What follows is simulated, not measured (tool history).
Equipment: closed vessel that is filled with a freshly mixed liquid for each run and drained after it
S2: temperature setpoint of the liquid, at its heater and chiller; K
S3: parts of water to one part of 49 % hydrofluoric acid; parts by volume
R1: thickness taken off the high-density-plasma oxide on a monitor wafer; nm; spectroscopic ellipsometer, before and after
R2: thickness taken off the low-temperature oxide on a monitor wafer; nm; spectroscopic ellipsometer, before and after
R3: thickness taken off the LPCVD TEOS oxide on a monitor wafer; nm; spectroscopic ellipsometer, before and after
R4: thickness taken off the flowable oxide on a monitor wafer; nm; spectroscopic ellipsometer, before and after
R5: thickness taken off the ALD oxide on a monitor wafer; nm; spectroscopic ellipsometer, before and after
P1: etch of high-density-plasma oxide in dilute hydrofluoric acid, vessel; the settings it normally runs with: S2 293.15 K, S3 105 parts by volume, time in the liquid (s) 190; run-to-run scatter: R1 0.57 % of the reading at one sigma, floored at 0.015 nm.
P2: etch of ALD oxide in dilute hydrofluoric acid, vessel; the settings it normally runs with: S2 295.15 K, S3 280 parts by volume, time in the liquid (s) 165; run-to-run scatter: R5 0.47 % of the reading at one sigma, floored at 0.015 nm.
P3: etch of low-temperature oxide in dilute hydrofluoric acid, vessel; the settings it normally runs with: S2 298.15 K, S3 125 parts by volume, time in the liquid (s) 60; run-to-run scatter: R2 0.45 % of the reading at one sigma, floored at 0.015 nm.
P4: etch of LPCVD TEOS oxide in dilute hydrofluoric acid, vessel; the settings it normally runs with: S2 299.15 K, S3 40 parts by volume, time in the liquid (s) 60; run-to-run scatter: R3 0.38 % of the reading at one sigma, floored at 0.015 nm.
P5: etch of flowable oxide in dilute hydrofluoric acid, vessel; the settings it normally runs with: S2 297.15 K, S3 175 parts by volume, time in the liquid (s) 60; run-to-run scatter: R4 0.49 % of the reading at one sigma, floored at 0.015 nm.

{"run": 1, "hour": 15.7, "process that ran": "P1", "S2": 293.15, "S3": 105, "time in the liquid (s)": 190, "R1": 9.1562}
{"run": 2, "hour": 33.6, "process that ran": "P3", "S2": 298.15, "S3": 125, "time in the liquid (s)": 60, "R2": 16.679}
{"run": 3, "hour": 48.8, "process that ran": "P4", "S2": 299.15, "S3": 40, "time in the liquid (s)": 105, "R3": 72.48}
{"run": 4, "hour": 67.1, "process that ran": "P5", "S2": 297.15, "S3": 175, "time in the liquid (s)": 60, "R4": 12.15}
{"run": 5, "hour": 79.5, "process that ran": "P1", "S2": 293.15, "S3": 105, "time in the liquid (s)": 190, "R1": 9.2636}
{"run": 6, "hour": 94.0, "process that ran": "P4", "S2": 299.15, "S3": 40, "time in the liquid (s)": 60, "R3": 41.182}
{"run": 7, "hour": 106.9, "process that ran": "P1", "S2": 290.15, "S3": 105, "time in the liquid (s)": 190, "R1": 8.1713}
{"run": 8, "hour": 119.1, "process that ran": "P1", "S2": 293.15, "S3": 165, "time in the liquid (s)": 190, "R1": 5.5292}
{"run": 9, "hour": 137.0, "process that ran": "P5", "S2": 297.15, "S3": 60, "time in the liquid (s)": 60, "R4": 40.84}
{"run": 10, "hour": 149.4, "process that ran": "P1", "S2": 293.15, "S3": 105, "time in the liquid (s)": 190, "R1": 9.2513}
{"run": 11, "hour": 158.5, "process that ran": "P2", "S2": 295.15, "S3": 280, "time in the liquid (s)": 165, "R5": 4.8054}
{"run": 12, "hour": 175.7, "process that ran": "P2", "S2": 295.15, "S3": 280, "time in the liquid (s)": 165, "R5": 4.8225}
{"run": 13, "hour": 188.6, "process that ran": "P1", "S2": 299.15, "S3": 105, "time in the liquid (s)": 190, "R1": 11.759}
{"run": 14, "hour": 204.6, "process that ran": "P1", "S2": 293.15, "S3": 105, "time in the liquid (s)": 100, "R1": 4.8936}
{"run": 15, "hour": 218.2, "process that ran": "P1", "S2": 293.15, "S3": 105, "time in the liquid (s)": 190, "R1": 9.2075}
{"run": 16, "hour": 229.7, "process that ran": "P4", "S2": 299.15, "S3": 40, "time in the liquid (s)": 60, "R3": 41.273}
{"run": 17, "hour": 244.5, "process that ran": "P3", "S2": 298.15, "S3": 60, "time in the liquid (s)": 60, "R2": 37.241}
{"run": 18, "hour": 257.4, "process that ran": "P4", "S2": 299.15, "S3": 20, "time in the liquid (s)": 60, "R3": 85.494}
{"run": 19, "hour": 271.7, "process that ran": "P4", "S2": 304.65, "S3": 40, "time in the liquid (s)": 60, "R3": 51.637}
{"run": 20, "hour": 290.3, "process that ran": "P1", "S2": 293.15, "S3": 70, "time in the liquid (s)": 190, "R1": 14.618}
{"run": 21, "hour": 307.3, "process that ran": "P5", "S2": 290.15, "S3": 175, "time in the liquid (s)": 60, "R4": 9.3218}
{"run": 22, "hour": 321.5, "process that ran": "P2", "S2": 295.15, "S3": 280, "time in the liquid (s)": 315, "R5": 9.1244}
{"run": 23, "hour": 338.9, "process that ran": "P5", "S2": 297.15, "S3": 175, "time in the liquid (s)": 115, "R4": 23.454}
{"run": 24, "hour": 347.5, "process that ran": "P1", "S2": 290.15, "S3": 105, "time in the liquid (s)": 30, "R1": 1.255}
{"run": 25, "hour": 358.2, "process that ran": "P3", "S2": 298.15, "S3": 125, "time in the liquid (s)": 60, "R2": 16.493}
{"run": 26, "hour": 374.5, "process that ran": "P3", "S2": 298.15, "S3": 125, "time in the liquid (s)": 30, "R2": 8.2881}
{"run": 27, "hour": 388.0, "process that ran": "P2", "S2": 301.15, "S3": 280, "time in the liquid (s)": 165, "R5": 5.9485}
{"run": 28, "hour": 404.1, "process that ran": "P5", "S2": 297.15, "S3": 175, "time in the liquid (s)": 60, "R4": 12.278}
{"run": 29, "hour": 420.6, "process that ran": "P1", "S2": 293.15, "S3": 105, "time in the liquid (s)": 190, "R1": 9.2528}
{"run": 30, "hour": 438.5, "process that ran": "P2", "S2": 295.15, "S3": 120, "time in the liquid (s)": 165, "R5": 13.234}
{"run": 31, "hour": 447.3, "process that ran": "P1", "S2": 293.15, "S3": 105, "time in the liquid (s)": 305, "R1": 14.981}
{"run": 32, "hour": 463.9, "process that ran": "P3", "S2": 292.65, "S3": 125, "time in the liquid (s)": 60, "R2": 13.426}
{"run": 33, "hour": 482.5, "process that ran": "P1", "S2": 293.15, "S3": 105, "time in the liquid (s)": 190, "R1": 9.2594}
{"run": 34, "hour": 493.4, "process that ran": "P1", "S2": 293.15, "S3": 105, "time in the liquid (s)": 190, "R1": 9.5856}
{"run": 35, "hour": 509.2, "process that ran": "P1", "S2": 293.15, "S3": 105, "time in the liquid (s)": 190, "R1": 9.8908}
{"run": 36, "hour": 520.8, "process that ran": "P1", "S2": 293.15, "S3": 105, "time in the liquid (s)": 190, "R1": 9.9518}
{"run": 37, "hour": 537.1, "process that ran": "P1", "S2": 293.15, "S3": 105, "time in the liquid (s)": 190, "R1": 10.066}
{"run": 38, "hour": 549.2, "process that ran": "P1", "S2": 293.15, "S3": 105, "time in the liquid (s)": 190, "R1": 9.9798}
{"run": 39, "hour": 565.5, "process that ran": "P1", "S2": 293.15, "S3": 105, "time in the liquid (s)": 190, "R1": 10.041}
{"run": 40, "hour": 581.0, "process that ran": "P1", "S2": 293.15, "S3": 105, "time in the liquid (s)": 190, "R1": 10.168}

The log shows P1 creeping away from where it was. Any of the 2 causes listed here, at the size stated for it, fits the log just as well as the others:
A: liquid hotter than its thermometer reads (K) = 2.31
B: hydrofluoric acid flow above the setpoint (%) = 8.74
The creep began at about hour 482.5.

Below are 4 check runs, each averaged over 2 wafers, with their results shown as question marks. Which of them would give clearly different results depending on which cause is behind the drift?
{"run": "check 1", "hour": 596.5, "process that ran": "P4", "S2": 304.65, "S3": 40, "time in the liquid (s)": 60, "R3": "?"}
{"run": "check 2", "hour": 596.5, "process that ran": "P5", "S2": 292.15, "S3": 175, "time in the liquid (s)": 115, "R4": "?"}
{"run": "check 3", "hour": 596.5, "process that ran": "P2", "S2": 300.65, "S3": 280, "time in the liquid (s)": 295, "R5": "?"}
{"run": "check 4", "hour": 596.5, "process that ran": "P3", "S2": 293.15, "S3": 125, "time in the liquid (s)": 60, "R2": "?"}

Outcome of each check run for each possible cause:
check=check_1 result=R3 if_A=56.209 if_B=56.180
check=check_2 result=R4 if_A=21.1330 if_B=21.2900
check=check_3 result=R5 if_A=11.2890 if_B=11.6500
check=check_4 result=R2 if_A=14.8530 if_B=14.8880
Per-check spread between the two closest causes, in the result where they differ most: check 1 0.05 %; check 2 0.74 %; check 3 3.14 %; check 4 0.24 %
Check 3 distinguishes between the causes, while the remaining checks would return nearly the same result for all of them.

After running check 3, the following was obtained: R5 11.6460 nm. Which cause does this point to?

B is the cause: hydrofluoric acid flow above the setpoint (%).

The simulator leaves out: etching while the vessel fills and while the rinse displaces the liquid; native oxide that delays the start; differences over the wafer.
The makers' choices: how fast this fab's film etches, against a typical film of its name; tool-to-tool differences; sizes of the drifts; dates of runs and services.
